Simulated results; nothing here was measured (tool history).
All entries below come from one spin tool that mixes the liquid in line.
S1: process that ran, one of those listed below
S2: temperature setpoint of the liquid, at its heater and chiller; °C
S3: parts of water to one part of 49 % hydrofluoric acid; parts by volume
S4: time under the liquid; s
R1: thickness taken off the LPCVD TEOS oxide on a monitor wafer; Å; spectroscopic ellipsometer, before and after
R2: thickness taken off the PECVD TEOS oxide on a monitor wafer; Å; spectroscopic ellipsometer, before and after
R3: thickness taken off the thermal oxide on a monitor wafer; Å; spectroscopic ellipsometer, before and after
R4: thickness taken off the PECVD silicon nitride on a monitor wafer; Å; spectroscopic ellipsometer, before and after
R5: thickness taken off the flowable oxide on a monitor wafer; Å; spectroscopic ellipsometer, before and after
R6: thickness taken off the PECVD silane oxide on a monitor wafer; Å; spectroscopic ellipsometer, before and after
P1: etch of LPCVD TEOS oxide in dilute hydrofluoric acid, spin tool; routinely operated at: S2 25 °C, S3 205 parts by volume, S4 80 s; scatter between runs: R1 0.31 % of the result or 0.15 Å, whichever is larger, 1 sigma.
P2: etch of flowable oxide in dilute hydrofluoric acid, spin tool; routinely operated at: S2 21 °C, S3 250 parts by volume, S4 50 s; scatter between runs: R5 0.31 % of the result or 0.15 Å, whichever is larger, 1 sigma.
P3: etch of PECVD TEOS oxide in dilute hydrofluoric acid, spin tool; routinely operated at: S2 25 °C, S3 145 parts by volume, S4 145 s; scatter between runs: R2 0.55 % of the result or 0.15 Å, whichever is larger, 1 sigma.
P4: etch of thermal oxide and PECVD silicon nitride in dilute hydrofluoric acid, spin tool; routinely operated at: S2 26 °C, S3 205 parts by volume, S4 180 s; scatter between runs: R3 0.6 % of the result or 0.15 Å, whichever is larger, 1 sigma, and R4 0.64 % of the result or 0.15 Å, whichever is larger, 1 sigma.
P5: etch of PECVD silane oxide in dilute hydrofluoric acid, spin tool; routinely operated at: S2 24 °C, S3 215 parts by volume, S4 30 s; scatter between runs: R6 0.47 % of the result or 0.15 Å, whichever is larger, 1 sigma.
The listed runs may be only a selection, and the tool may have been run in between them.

Run 1, hour 11.9: S1 P1, S2 25 °C, S3 205 parts by volume, S4 80 s. Result: R1 94.07 Å.
Run 2, hour 22.3: S1 P3, S2 29.5 °C, S3 145 parts by volume, S4 145 s. Result: R2 193.39 Å.
Run 3, hour 35.9: S1 P1, S2 25 °C, S3 205 parts by volume, S4 80 s. Result: R1 93.852 Å.
Run 4, hour 45.5: S1 P3, S2 25 °C, S3 225 parts by volume, S4 145 s. Result: R2 97.14 Å.
Run 5, hour 52.1: S1 P4, S2 26 °C, S3 105 parts by volume, S4 180 s. Result: R3 86.685 Å, R4 90.203 Å.
Run 6, hour 58.7: S1 P2, S2 21 °C, S3 250 parts by volume, S4 25 s. Result: R5 35.622 Å.
Run 7, hour 70: S1 P1, S2 29 °C, S3 205 parts by volume, S4 80 s. Result: R1 108.15 Å.
Run 8, hour 79.2: S1 P2, S2 21 °C, S3 390 parts by volume, S4 50 s. Result: R5 40.343 Å.
Run 9, hour 89.9: S1 P4, S2 26 °C, S3 205 parts by volume, S4 180 s. Result: R3 39.71 Å, R4 46.685 Å.
Run 10, hour 96.5: S1 P2, S2 17 °C, S3 250 parts by volume, S4 50 s. Result: R5 60.999 Å.
Run 11, hour 109.9: S1 P1, S2 25 °C, S3 205 parts by volume, S4 80 s. Result: R1 94.204 Å.
Run 12, hour 123.3: S1 P1, S2 21 °C, S3 205 parts by volume, S4 80 s. Result: R1 80.774 Å.
Run 13, hour 131.7: S1 P1, S2 25 °C, S3 205 parts by volume, S4 115 s. Result: R1 135.54 Å.
Run 14, hour 142.7: S1 P1, S2 25 °C, S3 205 parts by volume, S4 80 s. Result: R1 93.248 Å.
Run 15, hour 155.9: S1 P3, S2 25 °C, S3 145 parts by volume, S4 145 s. Result: R2 164.32 Å.
Run 16, hour 164.7: S1 P1, S2 25 °C, S3 100 parts by volume, S4 30 s. Result: R1 81.439 Å.
Run 17, hour 176.3: S1 P1, S2 25 °C, S3 205 parts by volume, S4 80 s. Result: R1 93.519 Å.
Run 18, hour 189.7: S1 P5, S2 24 °C, S3 215 parts by volume, S4 30 s. Result: R6 48.892 Å.
Run 19, hour 203.8: S1 P2, S2 21 °C, S3 250 parts by volume, S4 50 s. Result: R5 71.25 Å.
Run 20, hour 212: S1 P5, S2 24 °C, S3 215 parts by volume, S4 30 s. Result: R6 48.466 Å.
Run 21, hour 219.8: S1 P5, S2 17 °C, S3 215 parts by volume, S4 30 s. Result: R6 37.137 Å.
Run 22, hour 233.5: S1 P4, S2 26 °C, S3 205 parts by volume, S4 330 s. Result: R3 73.045 Å, R4 85.291 Å.
Run 23, hour 240.5: S1 P1, S2 25 °C, S3 205 parts by volume, S4 15 s. Result: R1 17.523 Å.
Run 24, hour 246.8: S1 P2, S2 21 °C, S3 250 parts by volume, S4 50 s. Result: R5 70.961 Å.
Run 25, hour 254.5: S1 P1, S2 25 °C, S3 90 parts by volume, S4 80 s. Result: R1 243.83 Å.
Run 26, hour 264.2: S1 P1, S2 25 °C, S3 205 parts by volume, S4 80 s. Result: R1 93.242 Å.
Run 27, hour 275.8: S1 P5, S2 24 °C, S3 215 parts by volume, S4 60 s. Result: R6 97.386 Å.
Run 28, hour 289.7: S1 P4, S2 30.5 °C, S3 205 parts by volume, S4 180 s. Result: R3 46.723 Å, R4 60.377 Å.
Run 29, hour 302.5: S1 P3, S2 25 °C, S3 145 parts by volume, S4 145 s. Result: R2 163.62 Å.
Run 30, hour 316.4: S1 P5, S2 24 °C, S3 65 parts by volume, S4 30 s. Result: R6 191.76 Å.
Run 31, hour 323.1: S1 P3, S2 25 °C, S3 145 parts by volume, S4 245 s. Result: R2 274.72 Å.
Run 32, hour 331.9: S1 P1, S2 25 °C, S3 365 parts by volume, S4 80 s. Result: R1 44.599 Å.
Run 33, hour 345.2: S1 P1, S2 25 °C, S3 205 parts by volume, S4 80 s. Result: R1 93.086 Å.
Run 34, hour 357.1: S1 P1, S2 25 °C, S3 205 parts by volume, S4 80 s. Result: R1 90.014 Å.
Run 35, hour 366.2: S1 P1, S2 25 °C, S3 205 parts by volume, S4 80 s. Result: R1 88.735 Å.
Run 36, hour 373.9: S1 P1, S2 25 °C, S3 205 parts by volume, S4 80 s. Result: R1 87.617 Å.
Run 37, hour 386.3: S1 P1, S2 25 °C, S3 205 parts by volume, S4 80 s. Result: R1 87.088 Å.
Run 38, hour 399.6: S1 P1, S2 25 °C, S3 205 parts by volume, S4 80 s. Result: R1 86.581 Å.
Run 39, hour 412.2: S1 P1, S2 25 °C, S3 205 parts by volume, S4 80 s. Result: R1 86.388 Å.
Run 40, hour 423.8: S1 P1, S2 25 °C, S3 205 parts by volume, S4 80 s. Result: R1 86.781 Å.

What P1 gives has crept off from where it sat before. The 2 causes that follow fit the log equally well, each at the size noted:
A: liquid colder than its thermometer reads (K) = 2.24
B: hydrofluoric acid flow below the setpoint (%) = 6.48
The creep began at about hour 345.2.

Question marks stand in for the results of the 4 check runs listed below, each run on one wafer. Under which run would the listed causes show clearly different results?
Run check 1, hour 435.4: S1 P4, S2 26 °C, S3 205 parts by volume, S4 180 s. Result: R3 ?, R4 ?.
Run check 2, hour 435.4: S1 P3, S2 25 °C, S3 145 parts by volume, S4 145 s. Result: R2 ?.
Run check 3, hour 435.4: S1 P2, S2 21 °C, S3 250 parts by volume, S4 50 s. Result: R5 ?.
Run check 4, hour 435.4: S1 P5, S2 24 °C, S3 215 parts by volume, S4 30 s. Result: R6 ?.

If the cause were each of the candidates in turn, the checks would give the following:
  check  result    if A    if B
check 1      R3  36.689  36.652
check 1      R4  40.242    43.3
check 2      R2  150.92  152.02
check 3      R5   65.41  65.461
check 4      R6  44.867  44.884
Per check, the gap between the least separated pair of causes, taken in the result that splits them most: check 1 7.32 %; check 2 0.73 %; check 3 0.08 %; check 4 0.04 %
Check 1 tells the causes apart: in the others they would give nearly the same result.

The results of check 1 are: R3 36.959 Å; R4 43.388 Å. Based on these, which of the listed causes is it?

Of the candidate causes, it is B: hydrofluoric acid flow below the setpoint (%).
